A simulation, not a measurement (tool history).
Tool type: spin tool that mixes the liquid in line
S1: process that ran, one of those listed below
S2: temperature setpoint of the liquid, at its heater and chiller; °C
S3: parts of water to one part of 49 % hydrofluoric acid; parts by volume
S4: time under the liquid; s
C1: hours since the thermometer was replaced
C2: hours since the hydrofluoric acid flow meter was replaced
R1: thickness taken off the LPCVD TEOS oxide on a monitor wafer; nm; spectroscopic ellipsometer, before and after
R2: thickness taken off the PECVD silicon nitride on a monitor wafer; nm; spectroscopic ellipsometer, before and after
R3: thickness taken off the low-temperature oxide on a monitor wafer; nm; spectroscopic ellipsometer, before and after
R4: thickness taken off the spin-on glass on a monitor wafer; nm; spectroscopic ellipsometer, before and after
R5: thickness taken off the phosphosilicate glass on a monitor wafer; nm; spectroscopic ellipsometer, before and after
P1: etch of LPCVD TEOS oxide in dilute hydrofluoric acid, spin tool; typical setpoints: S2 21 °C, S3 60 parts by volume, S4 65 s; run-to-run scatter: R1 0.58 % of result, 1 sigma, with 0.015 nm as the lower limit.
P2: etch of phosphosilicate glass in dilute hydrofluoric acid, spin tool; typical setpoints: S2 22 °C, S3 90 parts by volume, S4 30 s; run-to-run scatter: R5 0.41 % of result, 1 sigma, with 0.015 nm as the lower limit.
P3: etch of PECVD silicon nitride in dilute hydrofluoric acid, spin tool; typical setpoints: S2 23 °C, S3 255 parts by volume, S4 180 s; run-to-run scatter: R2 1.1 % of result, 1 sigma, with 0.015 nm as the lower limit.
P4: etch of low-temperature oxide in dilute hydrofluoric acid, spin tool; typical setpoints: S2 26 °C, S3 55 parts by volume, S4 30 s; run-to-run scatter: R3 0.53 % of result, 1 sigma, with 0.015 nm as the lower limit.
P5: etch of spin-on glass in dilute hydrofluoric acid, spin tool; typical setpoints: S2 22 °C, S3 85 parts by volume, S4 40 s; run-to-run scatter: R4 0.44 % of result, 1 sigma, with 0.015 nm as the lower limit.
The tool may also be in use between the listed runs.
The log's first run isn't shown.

run	hour	S1	S2	S3	S4	C1	C2	R1	R2	R3	R4	R5
2	7.6	P1	17	60	65	1439.5	1547.4	21.722				
3	11.9	P1	21	60	65	1443.8	1551.7	25.448				
4	15.2	P3	23	255	180	1447.1	1555		1.8776			
5	19.4	P1	21	60	25	1451.3	1559.2	9.9115				
6	22.9	P1	21	110	65	1454.8	1562.7	13.138				
7	26.9	P1	21	60	65	1458.8	1566.7	25.429				
8	31.5	P4	30.5	55	30	1463.4	1571.3			7.9878		
9	34.7	P4	26	85	30	1466.6	1574.5			4.1597		
10	38.1	P5	22	85	80	1470	1577.9				38.004	
11	42.4	P2	22	155	30	1474.3	1582.2					15.769
# hour 44.3: thermometer replaced
12	46	P3	17	255	180	1.8	1585.8		1.2495			
13	51.5	P1	21	60	65	7.3	1591.3	25.637				
14	54.6	P3	23	435	180	10.4	1594.4		1.1316			
15	57	P1	21	20	65	12.8	1596.8	82.059				
16	59.8	P1	26.5	40	65	15.6	1599.6	50.161				
17	63.4	P4	26	55	50	19.2	1603.2			11.06		
18	67	P4	26	55	30	22.8	1606.8			6.6293		
19	69.6	P5	17	85	40	25.4	1609.4				15.204	
20	72.8	P5	22	30	40	28.6	1612.6				57.284	
21	76.9	P5	22	85	40	32.7	1616.7				18.928	
22	82.2	P2	22	90	30	38	1622					29.216
23	86.6	P1	21	60	115	42.4	1626.4	45.443				
24	90.4	P3	23	255	85	46.2	1630.2		0.9016			

What does the tool deliver on the next run?
25	95.9	P1	25.5	60	65	51.7	1635.7	?				

R1: 30.809 nm
